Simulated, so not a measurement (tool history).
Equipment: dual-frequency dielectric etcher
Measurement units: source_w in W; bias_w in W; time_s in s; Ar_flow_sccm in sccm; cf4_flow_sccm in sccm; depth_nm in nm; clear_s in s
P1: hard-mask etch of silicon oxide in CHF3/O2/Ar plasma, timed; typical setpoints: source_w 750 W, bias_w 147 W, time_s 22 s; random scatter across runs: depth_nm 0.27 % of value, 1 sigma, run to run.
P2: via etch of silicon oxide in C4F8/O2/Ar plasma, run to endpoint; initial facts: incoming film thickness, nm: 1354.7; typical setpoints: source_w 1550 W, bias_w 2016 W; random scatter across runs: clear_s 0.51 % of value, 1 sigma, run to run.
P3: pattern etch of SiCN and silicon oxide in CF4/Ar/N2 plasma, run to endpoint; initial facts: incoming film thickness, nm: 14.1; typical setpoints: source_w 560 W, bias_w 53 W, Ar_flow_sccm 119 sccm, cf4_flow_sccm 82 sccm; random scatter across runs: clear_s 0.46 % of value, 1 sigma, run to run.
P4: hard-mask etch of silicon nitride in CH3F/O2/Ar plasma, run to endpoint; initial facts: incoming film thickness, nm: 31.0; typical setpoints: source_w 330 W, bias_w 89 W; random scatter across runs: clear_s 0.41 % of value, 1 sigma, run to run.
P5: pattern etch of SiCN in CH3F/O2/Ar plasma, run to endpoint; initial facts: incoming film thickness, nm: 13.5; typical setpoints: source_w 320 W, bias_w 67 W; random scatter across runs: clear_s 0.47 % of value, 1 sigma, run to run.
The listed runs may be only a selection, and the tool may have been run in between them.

run	hour	process	source_w	bias_w	time_s	Ar_flow_sccm	cf4_flow_sccm	hours since the last wet clean	hours since the last source power generator calibration	hours since the last bias power generator calibration	depth_nm	clear_s
1	12.2	P1	750	147	22			264.1	1643.6	249.5	45.247	
2	24.6	P4	330	53				276.5	1656	261.9		55.668
3	36.3	P2	1550	2016				288.2	1667.7	273.6		304.21
4	46.7	P1	750	147	17			298.6	1678.1	284	34.838	
5	56	P1	1000	147	22			307.9	1687.4	293.3	50.409	
6	64.4	P1	750	113	29.5			316.3	1695.8	301.7	55.845	
7	74.5	P1	750	200	22			326.4	1705.9	311.8	49.877	
8	83.1	P3	330	53		119	82	335	1714.5	320.4		23.256
9	99.3	P5	190	67				351.2	1730.7	336.6		47.614
10	117	P3	560	31		119	82	368.9	1748.4	354.3		17.037
11	132.8	P5	320	67				384.7	1764.2	370.1		39.268
12	149.4	P1	750	147	32			401.3	1780.8	386.7	65.865	
13	165.8	P2	2170	2016				417.7	1797.2	403.1		265.32
14	175	P3	560	53		119	82	426.9	1806.4	412.3		14.771
15	184.2	P3	560	53		119	113	436.1	1815.6	421.5		13.859
16	200.6	P4	250	89				452.5	1832	437.9		51.861
17	211.2	P1	750	147	22			463.1	1842.6	448.5	45.203	
18	219.8	P1	750	192	27.5			471.7	1851.2	457.1	61.449	
19	236.1	P3	560	53		142	82	488	1867.5	473.4		15.112
20	254	P1	750	108	22			505.9	1885.4	491.3	41.147	
21	267.9	P4	330	89				519.8	1899.3	505.2		46.608
22	278.7	P5	320	80				530.6	1910.1	516		37.046
23	290.6	P1	520	147	22			542.5	1922	527.9	39.139	
24	300.1	P3	560	53		119	82	552	1931.5	537.4		14.617
25	314.4	P1	750	147	22			566.3	1945.8	551.7	45.295	
26	328.8	P1	750	147	22			580.7	1960.2	566.1	45.285	
27	342.2	P5	320	67				594.1	1973.6	579.5		39.581
28	353.2	P2	1550	2775				605.1	1984.6	590.5		272.62
29	369.8	P1	750	147	22			621.7	2001.2	607.1	45.09	
30	387.4	P1	750	147	22			639.3	2018.8	624.7	44.797	
31	395.8	P1	750	147	22			647.7	2027.2	633.1	44.719	

What does the tool deliver on the next run?
32	404.9	P1	750	147	22			656.8	2036.3	642.2	?	

depth_nm: 44.722 nm

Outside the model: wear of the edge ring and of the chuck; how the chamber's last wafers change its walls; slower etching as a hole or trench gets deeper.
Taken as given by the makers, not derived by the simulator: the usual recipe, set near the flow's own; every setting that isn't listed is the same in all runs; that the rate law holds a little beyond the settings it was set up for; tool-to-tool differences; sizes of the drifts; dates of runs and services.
